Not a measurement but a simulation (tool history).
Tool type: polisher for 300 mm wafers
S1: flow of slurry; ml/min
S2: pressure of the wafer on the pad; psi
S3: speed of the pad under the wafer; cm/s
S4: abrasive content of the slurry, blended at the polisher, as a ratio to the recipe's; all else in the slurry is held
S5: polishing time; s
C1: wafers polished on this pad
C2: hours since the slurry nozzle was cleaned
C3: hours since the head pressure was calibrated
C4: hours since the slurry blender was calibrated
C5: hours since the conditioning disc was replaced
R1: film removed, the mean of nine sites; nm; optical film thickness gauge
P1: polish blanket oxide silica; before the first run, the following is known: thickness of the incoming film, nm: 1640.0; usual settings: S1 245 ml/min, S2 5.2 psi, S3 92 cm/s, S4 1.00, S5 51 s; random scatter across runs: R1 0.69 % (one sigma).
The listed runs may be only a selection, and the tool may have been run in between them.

| run | day | S1 | S2 | S3 | S4 | S5 | C1 | C2 | C3 | C4 | C5 | R1 |
|---|---|---|---|---|---|---|---|---|---|---|---|---|
| 1 | 0.150 | 245 | 5.2 | 92 | 1.00 | 51 | 125 | 383.2 | 496.8 | 125.3 | 168.6 | 175.770 |
| 2 | 0.292 | 245 | 5.2 | 92 | 1.00 | 81 | 158 | 386.6 | 500.2 | 128.7 | 172.0 | 277.490 |
| 3 | 0.392 | 245 | 8.2 | 92 | 1.00 | 51 | 181 | 389.0 | 502.6 | 131.1 | 174.4 | 271.410 |
| 4 | 0.542 | 245 | 5.2 | 92 | 1.00 | 51 | 216 | 392.6 | 506.2 | 134.7 | 178.0 | 175.400 |
| 5 | 0.675 | 245 | 5.2 | 92 | 1.00 | 51 | 248 | 395.8 | 509.4 | 137.9 | 181.2 | 174.660 |
| 6 | 0.808 | 245 | 5.2 | 92 | 1.00 | 51 | 279 | 399.0 | 512.6 | 141.1 | 184.4 | 173.070 |
| 7 | 0.933 | 345 | 5.2 | 92 | 1.00 | 71 | 308 | 402.0 | 515.6 | 144.1 | 187.4 | 251.090 |
| 8 | 1.079 | 245 | 5.2 | 92 | 1.00 | 29 | 342 | 405.5 | 519.1 | 147.6 | 190.9 | 98.176 |
| 9 | 1.233 | 245 | 5.2 | 48 | 1.00 | 51 | 378 | 409.2 | 522.8 | 151.3 | 194.6 | 104.490 |
| 10 | 1.388 | 245 | 5.2 | 92 | 1.45 | 51 | 414 | 412.9 | 526.5 | 155.0 | 198.3 | 201.600 |
| 11 | 1.504 | 245 | 5.2 | 92 | 1.00 | 51 | 442 | 415.7 | 529.3 | 157.8 | 201.1 | 174.720 |
| 12 | 1.671 | 385 | 5.2 | 92 | 1.00 | 51 | 481 | 419.7 | 533.3 | 161.8 | 205.1 | 182.770 |
| 13 | 1.804 | 245 | 5.2 | 92 | 0.50 | 51 | 512 | 422.9 | 536.5 | 165.0 | 208.3 | 119.250 |
|  | 1.962 | worn pad replaced by a new one |
| 14 | 1.979 | 245 | 5.2 | 92 | 1.00 | 51 | 4 | 427.1 | 540.7 | 169.2 | 212.5 | 174.180 |
| 15 | 2.121 | 245 | 5.2 | 140 | 1.00 | 51 | 37 | 430.5 | 544.1 | 172.6 | 215.9 | 244.110 |
| 16 | 2.292 | 145 | 5.2 | 92 | 1.00 | 51 | 77 | 434.6 | 548.2 | 176.7 | 220.0 | 162.930 |
| 17 | 2.442 | 145 | 5.2 | 92 | 1.00 | 37 | 112 | 438.2 | 551.8 | 180.3 | 223.6 | 117.110 |
| 18 | 2.550 | 245 | 5.2 | 112 | 1.45 | 51 | 137 | 440.8 | 554.4 | 182.9 | 226.2 | 235.010 |
| 19 | 2.679 | 245 | 3.3 | 92 | 1.00 | 51 | 167 | 443.9 | 557.5 | 186.0 | 229.3 | 109.880 |
| 20 | 2.817 | 245 | 5.2 | 92 | 1.00 | 51 | 200 | 447.2 | 560.8 | 189.3 | 232.6 | 171.700 |
| 21 | 2.988 | 245 | 5.2 | 92 | 1.00 | 51 | 240 | 451.3 | 564.9 | 193.4 | 236.7 | 168.870 |
| 22 | 3.125 | 245 | 5.2 | 92 | 1.00 | 51 | 272 | 454.6 | 568.2 | 196.7 | 240.0 | 164.130 |
| 23 | 3.271 | 245 | 5.2 | 92 | 1.00 | 51 | 306 | 458.1 | 571.7 | 200.2 | 243.5 | 161.330 |
| 24 | 3.388 | 245 | 5.2 | 92 | 1.00 | 51 | 333 | 460.9 | 574.5 | 203.0 | 246.3 | 160.690 |
|  | 3.425 | slurry nozzle cleaned |
|  | 3.446 | worn pad replaced by a new one |
| 25 | 3.467 | 245 | 5.2 | 92 | 1.00 | 51 | 5 | 1.1 | 576.4 | 204.9 | 248.2 | 157.790 |
| 26 | 3.588 | 245 | 5.2 | 92 | 1.00 | 51 | 33 | 4.0 | 579.3 | 207.8 | 251.1 | 158.020 |
|  | 3.600 | conditioning disc replaced and pad reconditioned |
| 27 | 3.692 | 245 | 5.2 | 92 | 1.00 | 51 | 58 | 6.5 | 581.8 | 210.3 | 2.2 | 159.420 |
| 28 | 3.842 | 245 | 5.2 | 92 | 1.00 | 51 | 93 | 10.1 | 585.4 | 213.9 | 5.8 | 160.530 |
| 29 | 4.004 | 245 | 5.2 | 92 | 1.00 | 51 | 131 | 14.0 | 589.3 | 217.8 | 9.7 | 158.090 |

P1 has crept away from where it was. The log is fitted equally well by each of these 2 causes, at the sizes shown:
A: head's pressure below its setpoint, % = 8.89
B: abrasive missing from the slurry, % = 17.7
Onset of the creep was near day 2.817.
Each remaining cause and why it is not a fit:
removal rate lost through wear of the pad, %: serviced at day 3.446, which brought nothing back
slurry flow missing at the pad, %: serviced at day 3.425, which brought nothing back
time polished since the conditioner stopped cutting, s: serviced at day 3.600, which brought nothing back

Consider the 4 check runs below, whose results appear as question marks and each of which averages 3 wafers. Which one distinguishes the causes, in that each cause would give it a clearly different result?
| check 1 | 4.167 | 245 | 3.5 | 92 | 1.00 | 76 |  |  |  |  |  | ? |
| check 2 | 4.167 | 245 | 5.2 | 116 | 0.55 | 51 |  |  |  |  |  | ? |
| check 3 | 4.167 | 245 | 7.7 | 114 | 1.00 | 51 |  |  |  |  |  | ? |
| check 4 | 4.167 | 375 | 5.2 | 92 | 1.00 | 35 |  |  |  |  |  | ? |

Check results expected under each cause:
| check | result | if A | if B |
|---|---|---|---|
| check 1 | R1 | 159.030 | 159.000 |
| check 2 | R1 | 139.120 | 135.180 |
| check 3 | R1 | 278.700 | 278.660 |
| check 4 | R1 | 113.040 | 113.020 |
Separation of the two closest causes in each check, using whichever result separates them best: check 1 0.02 %; check 2 2.87 %; check 3 0.02 %; check 4 0.02 %
Check 2 is the one run that separates the causes; every other check would come out nearly the same whichever cause is at work.

Here is what check 2 returned: R1 134.970 nm. Which cause is it?

Of the candidate causes, it is B: abrasive missing from the slurry, %.

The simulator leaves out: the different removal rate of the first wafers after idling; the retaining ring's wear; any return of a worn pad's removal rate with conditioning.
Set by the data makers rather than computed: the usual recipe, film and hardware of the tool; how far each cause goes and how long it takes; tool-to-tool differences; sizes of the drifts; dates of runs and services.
